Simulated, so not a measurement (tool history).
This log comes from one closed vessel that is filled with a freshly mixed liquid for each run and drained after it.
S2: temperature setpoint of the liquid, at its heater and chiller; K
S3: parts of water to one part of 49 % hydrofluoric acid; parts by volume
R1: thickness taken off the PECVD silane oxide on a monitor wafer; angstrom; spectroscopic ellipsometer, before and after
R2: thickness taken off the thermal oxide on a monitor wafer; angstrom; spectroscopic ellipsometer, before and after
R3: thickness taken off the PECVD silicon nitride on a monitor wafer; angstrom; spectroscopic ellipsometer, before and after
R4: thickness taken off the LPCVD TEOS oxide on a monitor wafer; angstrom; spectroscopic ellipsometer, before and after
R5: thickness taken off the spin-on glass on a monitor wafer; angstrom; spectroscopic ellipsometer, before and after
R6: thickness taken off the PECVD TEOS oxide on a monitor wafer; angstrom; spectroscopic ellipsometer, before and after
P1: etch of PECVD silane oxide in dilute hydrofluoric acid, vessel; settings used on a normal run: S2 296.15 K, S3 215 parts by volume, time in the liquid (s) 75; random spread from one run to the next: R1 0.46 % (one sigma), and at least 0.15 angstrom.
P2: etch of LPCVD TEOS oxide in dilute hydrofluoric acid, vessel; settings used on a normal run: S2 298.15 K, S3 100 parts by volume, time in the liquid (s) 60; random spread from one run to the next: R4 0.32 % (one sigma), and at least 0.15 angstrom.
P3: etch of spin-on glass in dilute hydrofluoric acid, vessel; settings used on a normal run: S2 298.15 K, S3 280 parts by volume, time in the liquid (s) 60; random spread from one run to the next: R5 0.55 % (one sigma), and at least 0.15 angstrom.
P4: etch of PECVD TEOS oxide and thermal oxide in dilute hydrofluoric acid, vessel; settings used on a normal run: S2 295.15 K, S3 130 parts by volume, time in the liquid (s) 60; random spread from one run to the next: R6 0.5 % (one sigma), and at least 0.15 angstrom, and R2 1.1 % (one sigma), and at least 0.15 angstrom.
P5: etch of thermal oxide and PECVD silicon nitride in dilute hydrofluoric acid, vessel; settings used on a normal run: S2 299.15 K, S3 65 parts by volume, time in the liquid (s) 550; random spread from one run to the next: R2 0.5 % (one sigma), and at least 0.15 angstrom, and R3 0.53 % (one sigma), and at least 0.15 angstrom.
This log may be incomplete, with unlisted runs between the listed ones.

run 1 hour=3.2 | process_that_ran=P1 S2=296.15 S3=215 time_in_the_liquid_(s)=75 | R1=97.524
run 2 hour=8.8 | process_that_ran=P1 S2=296.15 S3=110 time_in_the_liquid_(s)=75 | R1=212.430
run 3 hour=12.3 | process_that_ran=P5 S2=299.15 S3=65 time_in_the_liquid_(s)=550 | R2=444.8500 R3=189.60
run 4 hour=16.3 | process_that_ran=P1 S2=296.15 S3=215 time_in_the_liquid_(s)=145 | R1=187.540
run 5 hour=20.4 | process_that_ran=P2 S2=298.15 S3=100 time_in_the_liquid_(s)=60 | R4=203.12
run 6 hour=23.8 | process_that_ran=P3 S2=298.15 S3=280 time_in_the_liquid_(s)=60 | R5=59.529
run 7 hour=29.0 | process_that_ran=P2 S2=298.15 S3=100 time_in_the_liquid_(s)=30 | R4=102.08
run 8 hour=32.2 | process_that_ran=P3 S2=298.15 S3=100 time_in_the_liquid_(s)=60 | R5=205.370
run 9 hour=37.1 | process_that_ran=P1 S2=302.15 S3=215 time_in_the_liquid_(s)=75 | R1=120.740
run 10 hour=42.6 | process_that_ran=P5 S2=299.15 S3=65 time_in_the_liquid_(s)=550 | R2=436.9600 R3=191.02
run 11 hour=47.0 | process_that_ran=P5 S2=299.15 S3=65 time_in_the_liquid_(s)=1095 | R2=872.7800 R3=385.26
run 12 hour=50.0 | process_that_ran=P5 S2=307.15 S3=65 time_in_the_liquid_(s)=550 | R2=601.3000 R3=319.81
run 13 hour=53.6 | process_that_ran=P1 S2=296.15 S3=215 time_in_the_liquid_(s)=75 | R1=96.802
run 14 hour=56.4 | process_that_ran=P1 S2=296.15 S3=215 time_in_the_liquid_(s)=75 | R1=97.784
run 15 hour=61.7 | process_that_ran=P3 S2=298.15 S3=280 time_in_the_liquid_(s)=60 | R5=60.316
run 16 hour=66.9 | process_that_ran=P1 S2=290.15 S3=215 time_in_the_liquid_(s)=75 | R1=78.091
run 17 hour=71.9 | process_that_ran=P4 S2=301.65 S3=130 time_in_the_liquid_(s)=60 | R2=24.7800 R6=139.050
run 18 hour=75.7 | process_that_ran=P1 S2=296.15 S3=310 time_in_the_liquid_(s)=75 | R1=61.140
run 19 hour=80.4 | process_that_ran=P2 S2=305.65 S3=100 time_in_the_liquid_(s)=60 | R4=270.93
run 20 hour=84.6 | process_that_ran=P2 S2=298.15 S3=175 time_in_the_liquid_(s)=60 | R4=105.76
run 21 hour=89.3 | process_that_ran=P2 S2=298.15 S3=100 time_in_the_liquid_(s)=60 | R4=204.30
run 22 hour=92.1 | process_that_ran=P1 S2=296.15 S3=215 time_in_the_liquid_(s)=35 | R1=45.196
run 23 hour=96.3 | process_that_ran=P3 S2=298.15 S3=280 time_in_the_liquid_(s)=120 | R5=119.980
run 24 hour=99.0 | process_that_ran=P1 S2=296.15 S3=215 time_in_the_liquid_(s)=75 | R1=97.322
run 25 hour=104.5 | process_that_ran=P4 S2=295.15 S3=130 time_in_the_liquid_(s)=30 | R2=9.6425 R6=53.571
run 26 hour=109.7 | process_that_ran=P4 S2=295.15 S3=130 time_in_the_liquid_(s)=60 | R2=18.8470 R6=108.360
run 27 hour=113.3 | process_that_ran=P1 S2=296.15 S3=215 time_in_the_liquid_(s)=75 | R1=98.325
run 28 hour=116.3 | process_that_ran=P5 S2=299.15 S3=25 time_in_the_liquid_(s)=550 | R2=1221.8000 R3=488.82
run 29 hour=120.8 | process_that_ran=P4 S2=295.15 S3=205 time_in_the_liquid_(s)=60 | R2=10.9580 R6=63.179
run 30 hour=124.1 | process_that_ran=P1 S2=296.15 S3=215 time_in_the_liquid_(s)=75 | R1=97.382
run 31 hour=128.1 | process_that_ran=P3 S2=290.65 S3=280 time_in_the_liquid_(s)=60 | R5=45.745
run 32 hour=133.6 | process_that_ran=P1 S2=296.15 S3=130 time_in_the_liquid_(s)=45 | R1=106.340
run 33 hour=136.4 | process_that_ran=P1 S2=296.15 S3=215 time_in_the_liquid_(s)=75 | R1=97.138
run 34 hour=139.3 | process_that_ran=P1 S2=296.15 S3=215 time_in_the_liquid_(s)=75 | R1=99.127

Run 35 has not been measured yet. What should we expect?
run 35 hour=144.6 | process_that_ran=P1 S2=296.15 S3=215 time_in_the_liquid_(s)=75 | R1=?

Run 35 produced R1 101.790 angstrom.
